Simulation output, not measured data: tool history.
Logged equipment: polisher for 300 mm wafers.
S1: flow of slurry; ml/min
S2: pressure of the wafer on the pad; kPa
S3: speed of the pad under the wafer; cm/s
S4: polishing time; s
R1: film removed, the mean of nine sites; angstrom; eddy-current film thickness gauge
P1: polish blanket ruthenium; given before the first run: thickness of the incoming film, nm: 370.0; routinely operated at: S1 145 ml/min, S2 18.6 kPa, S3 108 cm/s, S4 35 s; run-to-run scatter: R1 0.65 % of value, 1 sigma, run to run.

{"run": 1, "day": 0.446, "S1": 145, "S2": 18.6, "S3": 108, "S4": 35, "R1": 512.13}
{"run": 2, "day": 1.012, "S1": 145, "S2": 18.6, "S3": 160, "S4": 25, "R1": 540.29}
{"run": 3, "day": 1.546, "S1": 85, "S2": 18.6, "S3": 108, "S4": 35, "R1": 454.66}
{"run": 4, "day": 1.904, "S1": 145, "S2": 18.6, "S3": 108, "S4": 35, "R1": 515.19}
{"run": 5, "day": 2.258, "S1": 145, "S2": 11.7, "S3": 108, "S4": 35, "R1": 326.34}
{"run": 6, "day": 2.775, "S1": 145, "S2": 18.6, "S3": 108, "S4": 16, "R1": 233.94}
{"run": 7, "day": 3.35, "S1": 145, "S2": 18.6, "S3": 64, "S4": 35, "R1": 305.42}
{"day": 3.846, "done": "slurry nozzle cleaned"}
{"run": 8, "day": 3.929, "S1": 85, "S2": 18.6, "S3": 108, "S4": 24, "R1": 314.56}
{"run": 9, "day": 4.362, "S1": 145, "S2": 18.6, "S3": 108, "S4": 35, "R1": 514.26}
{"run": 10, "day": 4.621, "S1": 145, "S2": 18.6, "S3": 108, "S4": 35, "R1": 509.81}
{"run": 11, "day": 4.946, "S1": 145, "S2": 25.5, "S3": 108, "S4": 35, "R1": 702.26}
{"run": 12, "day": 5.342, "S1": 145, "S2": 18.6, "S3": 108, "S4": 35, "R1": 516.92}
{"run": 13, "day": 5.721, "S1": 145, "S2": 18.6, "S3": 154, "S4": 35, "R1": 744.28}
{"run": 14, "day": 6.038, "S1": 195, "S2": 18.6, "S3": 108, "S4": 35, "R1": 536.53}
{"run": 15, "day": 6.392, "S1": 145, "S2": 18.6, "S3": 108, "S4": 53, "R1": 786.24}
{"run": 16, "day": 6.892, "S1": 145, "S2": 18.6, "S3": 108, "S4": 35, "R1": 514.23}
{"run": 17, "day": 7.462, "S1": 145, "S2": 18.6, "S3": 108, "S4": 35, "R1": 513.92}
{"run": 18, "day": 7.967, "S1": 145, "S2": 18.6, "S3": 108, "S4": 35, "R1": 497.12}
{"run": 19, "day": 8.4, "S1": 145, "S2": 18.6, "S3": 108, "S4": 35, "R1": 493.24}
{"run": 20, "day": 8.971, "S1": 145, "S2": 18.6, "S3": 108, "S4": 35, "R1": 482.68}
{"run": 21, "day": 9.525, "S1": 145, "S2": 18.6, "S3": 108, "S4": 35, "R1": 478.17}
{"run": 22, "day": 9.788, "S1": 145, "S2": 18.6, "S3": 108, "S4": 35, "R1": 485.82}
{"day": 9.871, "done": "worn pad replaced by a new one"}
{"run": 23, "day": 10.329, "S1": 145, "S2": 18.6, "S3": 108, "S4": 35, "R1": 476.33}
{"run": 24, "day": 10.792, "S1": 145, "S2": 18.6, "S3": 108, "S4": 35, "R1": 474}

What P1 gives has crept away from where it was. These 2 causes fit the log equally well, each at the size given:
A: slurry flow missing at the pad, % = 29.1
B: head's pressure below its setpoint, % = 6.96
Creep in the process output first set in at about day 7.462.
Why every other cause is out:
removal rate lost through wear of the pad, %: was serviced at day 9.871, once the creep was under way, yet the earlier output never came back

The 4 check runs listed below each average the results of 2 wafers, and their outcomes are marked with question marks. Under which run would the listed causes produce clearly different results?
{"run": "check 1", "day": 11.254, "S1": 145, "S2": 18.6, "S3": 108, "S4": 47, "R1": "?"}
{"run": "check 2", "day": 11.254, "S1": 145, "S2": 18.6, "S3": 82, "S4": 35, "R1": "?"}
{"run": "check 3", "day": 11.254, "S1": 145, "S2": 18.6, "S3": 74, "S4": 35, "R1": "?"}
{"run": "check 4", "day": 11.254, "S1": 90, "S2": 18.6, "S3": 108, "S4": 24, "R1": "?"}

Expected result of each check under each candidate cause:
check=check_1 result=R1 if_A=643.3 if_B=643.25
check=check_2 result=R1 if_A=363.73 if_B=363.7
check=check_3 result=R1 if_A=328.24 if_B=328.21
check=check_4 result=R1 if_A=284.56 if_B=295.31
Minimum pairwise separation of causes per check, each pair taken at its best-separating result: check 1 0.01 %; check 2 0.01 %; check 3 0.01 %; check 4 3.71 %
Check 4 is the one run that separates the causes; every other check would come out nearly the same whichever cause is at work.

Check 4 was then run and gave: R1 293.43 angstrom. Which cause is it?

It was cause B: head's pressure below its setpoint, %.
